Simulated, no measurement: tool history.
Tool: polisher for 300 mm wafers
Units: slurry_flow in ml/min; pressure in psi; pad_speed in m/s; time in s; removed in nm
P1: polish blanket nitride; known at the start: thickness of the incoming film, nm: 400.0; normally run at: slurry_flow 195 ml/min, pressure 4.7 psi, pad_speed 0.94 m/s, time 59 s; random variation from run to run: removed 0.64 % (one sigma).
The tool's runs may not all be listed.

run	hour	slurry_flow	pressure	pad_speed	time	removed
1	11.0	195	4.7	0.94	59	129.200
2	26.1	195	4.7	0.94	59	129.310
3	34.5	195	7.0	0.66	59	143.870
4	42.2	285	4.7	0.94	83	192.030
5	57.5	195	2.2	0.94	59	59.728
6	71.3	195	4.7	0.94	59	128.940
7	80.8	195	4.7	0.94	59	129.630
8	93.2	195	4.7	1.30	59	164.560
9	100.8	195	4.7	0.94	59	128.770
10	110.9	195	6.9	0.94	59	186.600
11	120.2	195	4.7	0.94	92	200.800
12	135.5	195	4.7	0.94	38	82.994
13	145.5	195	4.7	0.56	59	85.147
14	158.7	135	4.7	0.94	59	122.220
15	166.2	310	4.7	0.94	59	135.310
16	175.0	195	4.7	0.94	59	128.920
17	182.9	195	4.7	0.94	59	129.040
18	198.4	195	4.7	0.94	59	126.000
19	212.2	195	4.7	0.94	59	124.020
20	228.0	195	4.7	0.94	59	123.170
21	244.1	195	4.7	0.94	59	122.450
# hour 252.8: worn pad replaced by a new one
22	259.6	195	4.7	0.94	59	121.400
23	275.6	195	4.7	0.94	59	121.420
24	283.5	195	4.7	0.94	59	121.330
25	297.7	195	4.7	0.94	59	120.480
26	309.2	195	4.7	0.94	59	120.600

What P1 gives has crept away from where it was. These 2 causes fit the log equally well, each at the size given:
A: slurry flow missing at the pad, % = 34.6
B: head's pressure below its setpoint, % = 6.8
The creep began at about hour 182.9.
Why every other cause is out:
removal rate lost through wear of the pad, %: serviced at hour 252.8, which brought nothing back

4 check runs are offered, each on 5 wafers whose results are averaged, their results left as question marks. Which one tells the causes apart?
check 1	320.7	195	4.7	0.68	59	?
check 2	320.7	195	3.3	1.26	59	?
check 3	320.7	280	4.7	1.12	59	?
check 4	320.7	195	2.9	0.94	71	?

What each check would give under each cause:
check	result	if A	if B
check 1	removed	92.609	92.610
check 2	removed	106.500	106.500
check 3	removed	146.830	143.890
check 4	removed	89.096	89.097
How far apart the two closest causes lie, in the result that separates them most: check 1 0 %; check 2 0 %; check 3 2.02 %; check 4 0 %
Check 3 tells the causes apart: in the others they would give nearly the same result.

Then check 3 was run and gave: removed 146.990 nm. Which cause is it?

It is A: slurry flow missing at the pad, %.
